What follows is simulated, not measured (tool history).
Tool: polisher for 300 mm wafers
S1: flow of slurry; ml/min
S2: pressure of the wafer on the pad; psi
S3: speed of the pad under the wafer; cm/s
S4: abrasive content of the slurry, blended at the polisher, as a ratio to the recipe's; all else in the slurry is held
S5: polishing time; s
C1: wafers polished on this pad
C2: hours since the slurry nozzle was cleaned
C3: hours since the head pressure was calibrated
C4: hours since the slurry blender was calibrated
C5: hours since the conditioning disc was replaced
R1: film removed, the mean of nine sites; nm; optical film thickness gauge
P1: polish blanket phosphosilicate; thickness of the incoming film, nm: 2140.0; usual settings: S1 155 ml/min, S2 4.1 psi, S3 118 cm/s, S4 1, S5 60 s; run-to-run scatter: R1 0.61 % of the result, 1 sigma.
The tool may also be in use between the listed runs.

Run 1, hour 6.6: S1 155 ml/min, S2 4.1 psi, S3 118 cm/s, S4 1, S5 60 s; C1 732; C2 309.6; C3 301.2; C4 55.7; C5 129.3. Result: R1 839.92 nm.
Run 2, hour 11.6: S1 155 ml/min, S2 4.1 psi, S3 118 cm/s, S4 1, S5 31 s; C1 776; C2 314.6; C3 306.2; C4 60.7; C5 134.3. Result: R1 428.49 nm.
Run 3, hour 19.2: S1 155 ml/min, S2 4.1 psi, S3 118 cm/s, S4 1, S5 77 s; C1 842; C2 322.2; C3 313.8; C4 68.3; C5 141.9. Result: R1 1072 nm.
Run 4, hour 23.7: S1 155 ml/min, S2 4.1 psi, S3 188 cm/s, S4 1, S5 60 s; C1 882; C2 326.7; C3 318.3; C4 72.8; C5 146.4. Result: R1 1207 nm.
At hour 27.9: head pressure recalibrated.
Run 5, hour 29: S1 155 ml/min, S2 4.1 psi, S3 118 cm/s, S4 0.6, S5 60 s; C1 928; C2 332; C3 1.2; C4 78.1; C5 151.7. Result: R1 643.64 nm.
Run 6, hour 36: S1 155 ml/min, S2 4.1 psi, S3 56 cm/s, S4 1.25, S5 60 s; C1 990; C2 339; C3 8.2; C4 85.1; C5 158.7. Result: R1 511.26 nm.
At hour 36.5: slurry blender recalibrated.
Run 7, hour 40.4: S1 155 ml/min, S2 5.4 psi, S3 118 cm/s, S4 1, S5 60 s; C1 1028; C2 343.4; C3 12.6; C4 3.9; C5 163.1. Result: R1 1116.9 nm.
Run 8, hour 45: S1 210 ml/min, S2 4.1 psi, S3 118 cm/s, S4 1, S5 60 s; C1 1068; C2 348; C3 17.2; C4 8.5; C5 167.7. Result: R1 872.51 nm.
Run 9, hour 51: S1 155 ml/min, S2 4.1 psi, S3 78 cm/s, S4 1, S5 60 s; C1 1121; C2 354; C3 23.2; C4 14.5; C5 173.7. Result: R1 606.35 nm.
Run 10, hour 57.2: S1 155 ml/min, S2 4.1 psi, S3 118 cm/s, S4 1, S5 60 s; C1 1175; C2 360.2; C3 29.4; C4 20.7; C5 179.9. Result: R1 830.7 nm.
Run 11, hour 62.6: S1 95 ml/min, S2 4.1 psi, S3 118 cm/s, S4 1, S5 60 s; C1 1223; C2 365.6; C3 34.8; C4 26.1; C5 185.3. Result: R1 756.36 nm.
Run 12, hour 66.7: S1 155 ml/min, S2 4.1 psi, S3 118 cm/s, S4 1, S5 60 s; C1 1259; C2 369.7; C3 38.9; C4 30.2; C5 189.4. Result: R1 833.71 nm.
Run 13, hour 72.3: S1 155 ml/min, S2 4.1 psi, S3 118 cm/s, S4 1, S5 60 s; C1 1308; C2 375.3; C3 44.5; C4 35.8; C5 195. Result: R1 842.26 nm.
Run 14, hour 76.8: S1 155 ml/min, S2 4.1 psi, S3 118 cm/s, S4 1.45, S5 60 s; C1 1347; C2 379.8; C3 49; C4 40.3; C5 199.5. Result: R1 961.95 nm.
Run 15, hour 82.6: S1 155 ml/min, S2 4.1 psi, S3 118 cm/s, S4 1, S5 60 s; C1 1398; C2 385.6; C3 54.8; C4 46.1; C5 205.3. Result: R1 838.68 nm.
Run 16, hour 87: S1 155 ml/min, S2 4.1 psi, S3 118 cm/s, S4 1, S5 60 s; C1 1437; C2 390; C3 59.2; C4 50.5; C5 209.7. Result: R1 841.49 nm.
Run 17, hour 93.6: S1 155 ml/min, S2 1.9 psi, S3 118 cm/s, S4 1, S5 60 s; C1 1494; C2 396.6; C3 65.8; C4 57.1; C5 216.3. Result: R1 388.49 nm.
Run 18, hour 100: S1 155 ml/min, S2 4.1 psi, S3 118 cm/s, S4 1, S5 60 s; C1 1550; C2 403; C3 72.2; C4 63.5; C5 222.7. Result: R1 834.42 nm.
Run 19, hour 107.1: S1 155 ml/min, S2 4.1 psi, S3 118 cm/s, S4 1, S5 60 s; C1 1613; C2 410.1; C3 79.3; C4 70.6; C5 229.8. Result: R1 827.01 nm.
Run 20, hour 115.3: S1 155 ml/min, S2 4.1 psi, S3 118 cm/s, S4 1, S5 60 s; C1 1685; C2 418.3; C3 87.5; C4 78.8; C5 238. Result: R1 792.37 nm.
Run 21, hour 121.5: S1 155 ml/min, S2 4.1 psi, S3 118 cm/s, S4 1, S5 60 s; C1 1739; C2 424.5; C3 93.7; C4 85; C5 244.2. Result: R1 783.47 nm.

Forecast run 22:
Run 22, hour 128.1: S1 155 ml/min, S2 4.1 psi, S3 118 cm/s, S4 1, S5 60 s; C1 1797; C2 431.1; C3 100.3; C4 91.6; C5 250.8. Result: R1 ?.

{"run 22": {"R1": 771.07}}
